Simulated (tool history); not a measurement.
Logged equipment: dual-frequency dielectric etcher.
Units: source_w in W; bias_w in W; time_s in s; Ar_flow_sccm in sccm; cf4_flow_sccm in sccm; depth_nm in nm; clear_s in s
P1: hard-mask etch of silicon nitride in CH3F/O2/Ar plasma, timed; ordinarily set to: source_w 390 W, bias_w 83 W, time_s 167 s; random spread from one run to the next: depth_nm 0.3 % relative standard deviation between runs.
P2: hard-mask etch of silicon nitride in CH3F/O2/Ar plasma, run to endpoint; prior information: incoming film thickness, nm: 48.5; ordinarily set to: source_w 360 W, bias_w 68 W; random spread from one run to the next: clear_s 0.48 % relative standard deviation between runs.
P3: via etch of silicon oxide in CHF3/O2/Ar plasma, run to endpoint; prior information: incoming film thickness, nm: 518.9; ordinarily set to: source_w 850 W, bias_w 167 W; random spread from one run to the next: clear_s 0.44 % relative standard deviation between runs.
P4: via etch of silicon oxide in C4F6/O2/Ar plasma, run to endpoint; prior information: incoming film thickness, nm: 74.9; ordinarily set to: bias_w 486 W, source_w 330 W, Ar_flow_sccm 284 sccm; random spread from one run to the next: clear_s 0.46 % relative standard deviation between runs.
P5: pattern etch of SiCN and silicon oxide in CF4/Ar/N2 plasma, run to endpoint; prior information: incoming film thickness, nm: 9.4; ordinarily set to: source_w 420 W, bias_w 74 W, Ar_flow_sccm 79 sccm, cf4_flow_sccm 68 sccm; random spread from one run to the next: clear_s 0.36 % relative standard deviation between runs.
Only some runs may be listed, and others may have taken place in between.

run 1 hour=11.7 | process=P1 source_w=390 bias_w=83 time_s=167 | depth_nm=122.56
run 2 hour=20.5 | process=P5 source_w=420 bias_w=74 Ar_flow_sccm=79 cf4_flow_sccm=68 | clear_s=11.391
run 3 hour=36.4 | process=P1 source_w=390 bias_w=83 time_s=167 | depth_nm=122.52
run 4 hour=53.7 | process=P3 source_w=850 bias_w=235 | clear_s=198.1
run 5 hour=71.2 | process=P1 source_w=390 bias_w=48 time_s=167 | depth_nm=102.02
run 6 hour=86.7 | process=P3 source_w=850 bias_w=167 | clear_s=222.29
run 7 hour=95.9 | process=P5 source_w=250 bias_w=74 Ar_flow_sccm=79 cf4_flow_sccm=68 | clear_s=17.989
run 8 hour=105 | process=P4 source_w=330 bias_w=680 Ar_flow_sccm=284 | clear_s=15.372
run 9 hour=116.2 | process=P2 source_w=500 bias_w=68 | clear_s=64.617
run 10 hour=128.5 | process=P2 source_w=360 bias_w=68 | clear_s=73.459
run 11 hour=143.1 | process=P4 source_w=330 bias_w=486 Ar_flow_sccm=201 | clear_s=16.77
-- hour=154.5 source power generator calibrated
run 12 hour=159.8 | process=P1 source_w=390 bias_w=83 time_s=167 | depth_nm=122.95
run 13 hour=174.1 | process=P3 source_w=850 bias_w=167 | clear_s=220.94
run 14 hour=192.3 | process=P1 source_w=280 bias_w=83 time_s=167 | depth_nm=108.71
run 15 hour=207.4 | process=P4 source_w=210 bias_w=486 Ar_flow_sccm=284 | clear_s=20.632
run 16 hour=219.3 | process=P1 source_w=390 bias_w=118 time_s=167 | depth_nm=139.4
run 17 hour=231.2 | process=P1 source_w=490 bias_w=83 time_s=167 | depth_nm=133.63
run 18 hour=239.8 | process=P3 source_w=1080 bias_w=167 | clear_s=200.53
run 19 hour=252.1 | process=P5 source_w=420 bias_w=44 Ar_flow_sccm=79 cf4_flow_sccm=68 | clear_s=13.389
run 20 hour=261.7 | process=P2 source_w=360 bias_w=94 | clear_s=65.664
run 21 hour=274.6 | process=P4 source_w=330 bias_w=486 Ar_flow_sccm=284 | clear_s=17.474
run 22 hour=292.4 | process=P2 source_w=360 bias_w=68 | clear_s=73.746
run 23 hour=304.8 | process=P5 source_w=420 bias_w=74 Ar_flow_sccm=79 cf4_flow_sccm=68 | clear_s=11.424
run 24 hour=317.8 | process=P1 source_w=230 bias_w=115 time_s=167 | depth_nm=113.53
run 25 hour=334.6 | process=P1 source_w=290 bias_w=61 time_s=167 | depth_nm=98.248
run 26 hour=347 | process=P1 source_w=390 bias_w=83 time_s=245.5 | depth_nm=180.49
run 27 hour=365 | process=P1 source_w=390 bias_w=83 time_s=120.5 | depth_nm=88.457
run 28 hour=378.1 | process=P5 source_w=420 bias_w=74 Ar_flow_sccm=112 cf4_flow_sccm=68 | clear_s=11.926
run 29 hour=395.1 | process=P1 source_w=390 bias_w=83 time_s=167 | depth_nm=122.23
run 30 hour=405 | process=P1 source_w=390 bias_w=83 time_s=167 | depth_nm=122.96
run 31 hour=417 | process=P5 source_w=420 bias_w=74 Ar_flow_sccm=79 cf4_flow_sccm=53 | clear_s=11.748
run 32 hour=426.2 | process=P1 source_w=390 bias_w=100 time_s=244.5 | depth_nm=192.15
run 33 hour=438.9 | process=P1 source_w=390 bias_w=83 time_s=167 | depth_nm=122.68
run 34 hour=456.2 | process=P1 source_w=390 bias_w=83 time_s=167 | depth_nm=123.67
run 35 hour=473.3 | process=P1 source_w=390 bias_w=83 time_s=167 | depth_nm=123.63
-- hour=476.6 wet clean of the chamber
run 36 hour=481.4 | process=P1 source_w=390 bias_w=83 time_s=167 | depth_nm=124.7
run 37 hour=494.9 | process=P1 source_w=390 bias_w=83 time_s=167 | depth_nm=123.98
run 38 hour=505.3 | process=P1 source_w=390 bias_w=83 time_s=167 | depth_nm=124.48
run 39 hour=515.9 | process=P1 source_w=390 bias_w=83 time_s=167 | depth_nm=123.37

What P1 gives has crept off from where it sat before. The 2 causes that follow fit the log equally well, each at the size noted:
A: source power that arrives over what is set, % = 4.13
B: bias power that arrives over what is set, % = 4.36
The gradual shift began around hour 438.9.
Other possible causes, and why each is ruled out:
chamber walls in a state that raises the etch rate, %: serviced after onset, at hour 476.6, with no recovery of the prior output

Of the 4 check runs below, each run on 2 wafers with the results averaged and each result still a question mark, which one would tell the listed causes apart?
run check 1 hour=526.5 | process=P5 source_w=310 bias_w=49 Ar_flow_sccm=79 cf4_flow_sccm=68 | clear_s=?
run check 2 hour=526.5 | process=P2 source_w=460 bias_w=91 | clear_s=?
run check 3 hour=526.5 | process=P3 source_w=850 bias_w=226 | clear_s=?
run check 4 hour=526.5 | process=P4 source_w=330 bias_w=657 Ar_flow_sccm=236 | clear_s=?

Check results expected under each cause:
check=check_1 result=clear_s if_A=16.372 if_B=16.751
check=check_2 result=clear_s if_A=59.551 if_B=59.545
check=check_3 result=clear_s if_A=197.09 if_B=197.22
check=check_4 result=clear_s if_A=15 if_B=14.97
Gap, in per cent, between the two causes that each check separates least, read from the result that separates them most: check 1 2.29 %; check 2 0.01 %; check 3 0.07 %; check 4 0.2 %
The other checks would show nearly matching results whichever cause is true, so check 1 is the only one that separates the causes.

Check 1 was then run and gave: clear_s 16.685 s. Which cause is it?

It was cause B: bias power that arrives over what is set, %.

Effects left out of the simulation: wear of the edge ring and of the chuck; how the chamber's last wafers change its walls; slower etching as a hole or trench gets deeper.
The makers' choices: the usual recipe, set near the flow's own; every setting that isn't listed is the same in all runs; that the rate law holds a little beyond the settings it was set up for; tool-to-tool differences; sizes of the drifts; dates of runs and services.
